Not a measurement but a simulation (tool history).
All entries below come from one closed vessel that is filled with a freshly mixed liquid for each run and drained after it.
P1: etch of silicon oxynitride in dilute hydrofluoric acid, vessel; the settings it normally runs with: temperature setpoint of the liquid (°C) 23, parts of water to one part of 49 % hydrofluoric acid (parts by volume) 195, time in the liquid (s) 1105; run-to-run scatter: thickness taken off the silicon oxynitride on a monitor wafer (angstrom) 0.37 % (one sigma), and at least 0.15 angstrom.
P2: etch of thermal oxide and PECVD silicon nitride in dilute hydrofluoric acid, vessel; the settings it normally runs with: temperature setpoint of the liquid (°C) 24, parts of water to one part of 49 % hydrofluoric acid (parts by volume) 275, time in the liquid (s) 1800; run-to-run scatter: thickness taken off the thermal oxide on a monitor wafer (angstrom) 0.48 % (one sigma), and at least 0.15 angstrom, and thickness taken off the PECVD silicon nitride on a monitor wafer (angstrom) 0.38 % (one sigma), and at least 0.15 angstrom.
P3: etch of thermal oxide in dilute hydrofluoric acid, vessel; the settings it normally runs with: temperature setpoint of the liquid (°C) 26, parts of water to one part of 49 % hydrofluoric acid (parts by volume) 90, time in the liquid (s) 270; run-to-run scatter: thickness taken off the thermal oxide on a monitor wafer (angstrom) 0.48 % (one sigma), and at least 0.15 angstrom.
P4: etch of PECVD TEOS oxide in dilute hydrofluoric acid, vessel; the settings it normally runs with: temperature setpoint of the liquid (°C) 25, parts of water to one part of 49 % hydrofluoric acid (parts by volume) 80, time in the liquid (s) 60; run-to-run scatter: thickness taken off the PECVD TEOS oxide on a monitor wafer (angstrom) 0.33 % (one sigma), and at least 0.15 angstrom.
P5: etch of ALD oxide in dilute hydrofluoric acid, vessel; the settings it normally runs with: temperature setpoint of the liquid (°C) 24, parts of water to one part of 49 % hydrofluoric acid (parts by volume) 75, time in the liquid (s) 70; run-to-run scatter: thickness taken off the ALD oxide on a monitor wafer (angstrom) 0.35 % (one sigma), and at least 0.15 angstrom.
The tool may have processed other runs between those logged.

run   hour  process that ran  temperature setpoint of the liquid (°C)  parts of water to one part of 49 % hydrofluoric acid (parts by volume)  time in the liquid (s)  thickness taken off the silicon oxynitride on a monitor wafer (angstrom)  thickness taken off the thermal oxide on a monitor wafer (angstrom)  thickness taken off the ALD oxide on a monitor wafer (angstrom)  thickness taken off the PECVD TEOS oxide on a monitor wafer (angstrom)  thickness taken off the PECVD silicon nitride on a monitor wafer (angstrom)
  1    9.3                P1                                       23                                                                     195                    1105                                                                    186.14
  2   17.3                P3                                       26                                                                      90                     270                                                                                                                                         156.28
  3   27.5                P5                                       24                                                                      75                      40                                                                                                                                                                                                          113.03
  4   36.5                P4                                       25                                                                      80                      85                                                                                                                                                                                                                                                                                  99.901
  5   45.6                P1                                       23                                                                     195                    1105                                                                     187.7
  6   50.4                P1                                       17                                                                     280                    1105                                                                    93.266
  7   59.4                P1                                       23                                                                     195                    1105                                                                    186.83
  8   68.2                P3                                       26                                                                      90                     270                                                                                                                                         156.64
  9   77.6                P3                                       26                                                                      90                     445                                                                                                                                         255.87
 10   85.1                P1                                       23                                                                     195                    2110                                                                    357.11
 11   94.1                P5                                       24                                                                      75                      70                                                                                                                                                                                                          198.31
 12  103.7                P4                                       25                                                                      80                      60                                                                                                                                                                                                                                                                                  69.915
 13    111                P1                                       27                                                                     195                    1105                                                                       222
 14  119.9                P4                                       25                                                                      40                      60                                                                                                                                                                                                                                                                                  148.58
 15    125                P2                                       29                                                                     275                    1800                                                                                                                                         283.21                                                                                                                                                                                                                156.83
 16  129.7                P1                                       23                                                                      50                    1105                                                                    816.62
 17  138.8                P1                                       23                                                                     195                    1105                                                                    187.14
     146.8  -- hydrofluoric acid flow meter replaced
 18  148.2                P3                                       26                                                                      40                     270                                                                                                                                         378.43
 19  153.9                P5                                       24                                                                     110                      70                                                                                                                                                                                                          129.84
 20    164                P4                                       30                                                                      80                      60                                                                                                                                                                                                                                                                                  85.642
 21  169.4                P5                                     17.5                                                                      75                      70                                                                                                                                                                                                          151.26
 22  174.7                P3                                     29.5                                                                      90                     270                                                                                                                                         179.45
 23  181.4                P2                                       24                                                                      55                    1800                                                                                                                                         1531.1                                                                                                                                                                                                                570.18
 24  191.4                P1                                       23                                                                     315                    1105                                                                    105.73
 25  199.2                P2                                       24                                                                     275                     285                                                                                                                                         37.574                                                                                                                                                                                                                18.415
 26  209.2                P2                                       24                                                                     275                    1800                                                                                                                                         239.77                                                                                                                                                                                                                116.16
 27  214.6                P1                                       23                                                                     195                    1105                                                                    186.87
 28  220.7                P1                                       23                                                                     195                     150                                                                    25.182
 29  230.3                P1                                       23                                                                      85                    1575                                                                    661.83
 30  237.3                P1                                       23                                                                     195                    1105                                                                    187.85
 31  246.8                P1                                       17                                                                     195                    1105                                                                     141.4
 32  255.5                P1                                       23                                                                     195                    1105                                                                       187
 33    262                P1                                       23                                                                     195                    1105                                                                    190.31
 34  272.3                P1                                       23                                                                     195                    1105                                                                    195.23
 35  278.1                P1                                       23                                                                     195                    1105                                                                    199.95
 36  288.2                P1                                       23                                                                     195                    1105                                                                    202.96
 37  297.1                P1                                       23                                                                     195                    1105                                                                    203.86
 38  306.8                P1                                       23                                                                     195                    1105                                                                     205.4
 39  316.3                P1                                       23                                                                     195                    1105                                                                    205.21
 40  325.7                P1                                       23                                                                     195                    1105                                                                     205.4
 41  335.2                P1                                       23                                                                     195                    1105                                                                    206.66
 42    344                P1                                       23                                                                     195                    1105                                                                    208.17
 43  351.6                P1                                       23                                                                     195                    1105                                                                    206.08

P1 has crept away from where it was. The log is fitted equally well by each of these 2 causes, at the sizes shown:
A: liquid hotter than its thermometer reads (K) = 2.35
B: hydrofluoric acid flow above the setpoint (%) = 9.65
Creep in the process output first set in at about hour 255.5.

Consider the 4 single-wafer check runs listed below, results given as question marks: which one distinguishes between the causes by giving clearly different results for each?
check 1  359.2                P3                                       26                                                                      90                     270                                                                                                                                              ?
check 2  359.2                P4                                       25                                                                      80                      60                                                                                                                                                                                                                                                                                       ?
check 3  359.2                P2                                       24                                                                     275                    1800                                                                                                                                              ?                                                                                                                                                                                                                     ?
check 4  359.2                P5                                       24                                                                      75                      70                                                                                                                                                                                                               ?

If the cause were each of the candidates in turn, the checks would give the following:
  check                                                                       result    if A    if B
check 1          thickness taken off the thermal oxide on a monitor wafer (angstrom)  170.86  172.81
check 2       thickness taken off the PECVD TEOS oxide on a monitor wafer (angstrom)  77.258  77.924
check 3          thickness taken off the thermal oxide on a monitor wafer (angstrom)  259.81  269.01
check 3  thickness taken off the PECVD silicon nitride on a monitor wafer (angstrom)  134.47  127.69
check 4              thickness taken off the ALD oxide on a monitor wafer (angstrom)   217.8  219.26
Per check, the gap between the least separated pair of causes, taken in the result that splits them most: check 1 1.14 %; check 2 0.86 %; check 3 5.17 %; check 4 0.67 %
Check 3 is the one run that separates the causes; every other check would come out nearly the same whichever cause is at work.

After running check 3, the following was obtained: thickness taken off the thermal oxide on a monitor wafer (angstrom) 269.7; thickness taken off the PECVD silicon nitride on a monitor wafer (angstrom) 126.99. Which cause does this point to?

The cause is B: hydrofluoric acid flow above the setpoint (%).

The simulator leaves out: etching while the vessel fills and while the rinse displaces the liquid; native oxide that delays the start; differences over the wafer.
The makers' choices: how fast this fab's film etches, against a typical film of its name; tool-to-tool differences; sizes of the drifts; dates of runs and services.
